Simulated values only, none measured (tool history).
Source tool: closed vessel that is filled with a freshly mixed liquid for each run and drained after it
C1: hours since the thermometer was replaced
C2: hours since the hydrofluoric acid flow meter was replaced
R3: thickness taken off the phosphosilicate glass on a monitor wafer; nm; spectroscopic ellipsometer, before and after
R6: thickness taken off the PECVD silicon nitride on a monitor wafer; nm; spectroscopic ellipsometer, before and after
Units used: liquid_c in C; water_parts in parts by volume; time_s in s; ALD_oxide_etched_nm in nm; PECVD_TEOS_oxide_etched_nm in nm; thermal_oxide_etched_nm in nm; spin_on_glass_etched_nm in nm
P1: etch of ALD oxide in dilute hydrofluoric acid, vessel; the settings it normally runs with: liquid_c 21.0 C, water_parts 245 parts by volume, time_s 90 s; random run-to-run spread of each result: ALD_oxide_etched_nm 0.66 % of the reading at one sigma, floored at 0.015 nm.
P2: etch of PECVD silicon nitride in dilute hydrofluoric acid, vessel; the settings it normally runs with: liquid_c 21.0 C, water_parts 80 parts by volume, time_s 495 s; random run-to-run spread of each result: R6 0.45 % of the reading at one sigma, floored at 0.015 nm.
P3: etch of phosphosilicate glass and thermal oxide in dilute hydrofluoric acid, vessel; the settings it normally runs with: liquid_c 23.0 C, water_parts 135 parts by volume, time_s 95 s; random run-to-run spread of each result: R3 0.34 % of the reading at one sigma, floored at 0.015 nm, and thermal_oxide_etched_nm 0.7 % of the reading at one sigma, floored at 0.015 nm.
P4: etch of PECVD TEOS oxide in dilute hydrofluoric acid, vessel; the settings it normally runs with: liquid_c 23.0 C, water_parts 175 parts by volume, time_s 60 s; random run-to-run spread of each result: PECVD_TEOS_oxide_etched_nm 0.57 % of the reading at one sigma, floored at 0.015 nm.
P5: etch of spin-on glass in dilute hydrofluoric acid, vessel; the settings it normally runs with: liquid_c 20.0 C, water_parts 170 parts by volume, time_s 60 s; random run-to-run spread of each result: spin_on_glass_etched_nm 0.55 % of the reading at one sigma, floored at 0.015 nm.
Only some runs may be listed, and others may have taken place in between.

{"run": 1, "hour": 4.1, "process": "P1", "liquid_c": 21.0, "water_parts": 245, "time_s": 90, "C1": 1148.3, "C2": 1119.8, "ALD_oxide_etched_nm": 4.4129}
{"run": 2, "hour": 8.9, "process": "P4", "liquid_c": 23.0, "water_parts": 95, "time_s": 60, "C1": 1153.1, "C2": 1124.6, "PECVD_TEOS_oxide_etched_nm": 16.04}
{"run": 3, "hour": 11.6, "process": "P3", "liquid_c": 23.0, "water_parts": 135, "time_s": 95, "C1": 1155.8, "C2": 1127.3, "R3": 39.133, "thermal_oxide_etched_nm": 3.1012}
{"run": 4, "hour": 16.9, "process": "P1", "liquid_c": 21.0, "water_parts": 245, "time_s": 145, "C1": 1161.1, "C2": 1132.6, "ALD_oxide_etched_nm": 7.0978}
{"run": 5, "hour": 22.5, "process": "P1", "liquid_c": 28.0, "water_parts": 245, "time_s": 90, "C1": 1166.7, "C2": 1138.2, "ALD_oxide_etched_nm": 5.6165}
{"run": 6, "hour": 26.7, "process": "P5", "liquid_c": 26.5, "water_parts": 170, "time_s": 60, "C1": 1170.9, "C2": 1142.4, "spin_on_glass_etched_nm": 13.241}
{"run": 7, "hour": 31.3, "process": "P3", "liquid_c": 23.0, "water_parts": 245, "time_s": 95, "C1": 1175.5, "C2": 1147.0, "R3": 19.17, "thermal_oxide_etched_nm": 1.526}
{"run": 8, "hour": 35.2, "process": "P1", "liquid_c": 21.0, "water_parts": 245, "time_s": 90, "C1": 1179.4, "C2": 1150.9, "ALD_oxide_etched_nm": 4.4162}
{"run": 9, "hour": 38.9, "process": "P1", "liquid_c": 21.0, "water_parts": 80, "time_s": 90, "C1": 1183.1, "C2": 1154.6, "ALD_oxide_etched_nm": 16.241}
{"run": 10, "hour": 42.7, "process": "P4", "liquid_c": 23.0, "water_parts": 175, "time_s": 60, "C1": 1186.9, "C2": 1158.4, "PECVD_TEOS_oxide_etched_nm": 8.0232}
{"run": 11, "hour": 46.6, "process": "P5", "liquid_c": 20.0, "water_parts": 170, "time_s": 110, "C1": 1190.8, "C2": 1162.3, "spin_on_glass_etched_nm": 18.911}
{"run": 12, "hour": 52.0, "process": "P2", "liquid_c": 28.5, "water_parts": 80, "time_s": 495, "C1": 1196.2, "C2": 1167.7, "R6": 15.656}
{"run": 13, "hour": 55.7, "process": "P4", "liquid_c": 23.0, "water_parts": 175, "time_s": 60, "C1": 1199.9, "C2": 1171.4, "PECVD_TEOS_oxide_etched_nm": 7.9207}
{"run": 14, "hour": 60.1, "process": "P1", "liquid_c": 17.0, "water_parts": 245, "time_s": 90, "C1": 1204.3, "C2": 1175.8, "ALD_oxide_etched_nm": 3.7502}
{"run": 15, "hour": 62.7, "process": "P1", "liquid_c": 21.0, "water_parts": 245, "time_s": 30, "C1": 1206.9, "C2": 1178.4, "ALD_oxide_etched_nm": 1.4847}
{"run": 16, "hour": 65.3, "process": "P1", "liquid_c": 21.0, "water_parts": 245, "time_s": 90, "C1": 1209.5, "C2": 1181.0, "ALD_oxide_etched_nm": 4.4569}
{"run": 17, "hour": 68.4, "process": "P2", "liquid_c": 21.0, "water_parts": 80, "time_s": 495, "C1": 1212.6, "C2": 1184.1, "R6": 9.4882}
{"run": 18, "hour": 72.9, "process": "P3", "liquid_c": 23.0, "water_parts": 135, "time_s": 180, "C1": 1217.1, "C2": 1188.6, "R3": 73.906, "thermal_oxide_etched_nm": 5.7871}
{"run": 19, "hour": 77.4, "process": "P5", "liquid_c": 20.0, "water_parts": 170, "time_s": 60, "C1": 1221.6, "C2": 1193.1, "spin_on_glass_etched_nm": 10.261}
{"run": 20, "hour": 82.8, "process": "P3", "liquid_c": 17.0, "water_parts": 135, "time_s": 95, "C1": 1227.0, "C2": 1198.5, "R3": 30.491, "thermal_oxide_etched_nm": 2.4335}
{"run": 21, "hour": 87.2, "process": "P5", "liquid_c": 20.0, "water_parts": 70, "time_s": 60, "C1": 1231.4, "C2": 1202.9, "spin_on_glass_etched_nm": 28.042}
{"run": 22, "hour": 92.1, "process": "P1", "liquid_c": 17.0, "water_parts": 320, "time_s": 90, "C1": 1236.3, "C2": 1207.8, "ALD_oxide_etched_nm": 2.7508}
{"run": 23, "hour": 95.8, "process": "P1", "liquid_c": 21.0, "water_parts": 370, "time_s": 90, "C1": 1240.0, "C2": 1211.5, "ALD_oxide_etched_nm": 2.6168}
{"run": 24, "hour": 99.4, "process": "P2", "liquid_c": 21.0, "water_parts": 80, "time_s": 815, "C1": 1243.6, "C2": 1215.1, "R6": 15.658}
{"run": 25, "hour": 103.9, "process": "P4", "liquid_c": 23.0, "water_parts": 175, "time_s": 30, "C1": 1248.1, "C2": 1219.6, "PECVD_TEOS_oxide_etched_nm": 3.9781}
{"run": 26, "hour": 107.2, "process": "P2", "liquid_c": 21.0, "water_parts": 140, "time_s": 495, "C1": 1251.4, "C2": 1222.9, "R6": 5.5459}
{"run": 27, "hour": 110.8, "process": "P4", "liquid_c": 31.0, "water_parts": 175, "time_s": 60, "C1": 1255.0, "C2": 1226.5, "PECVD_TEOS_oxide_etched_nm": 10.532}
{"run": 28, "hour": 114.4, "process": "P1", "liquid_c": 21.0, "water_parts": 245, "time_s": 90, "C1": 1258.6, "C2": 1230.1, "ALD_oxide_etched_nm": 4.3924}

Estimate the outcome of run 29 from the log above:
{"run": 29, "hour": 118.9, "process": "P1", "liquid_c": 21.0, "water_parts": 245, "time_s": 90, "C1": 1263.1, "C2": 1234.6, "ALD_oxide_etched_nm": "?"}

ALD_oxide_etched_nm: 4.4556 nm
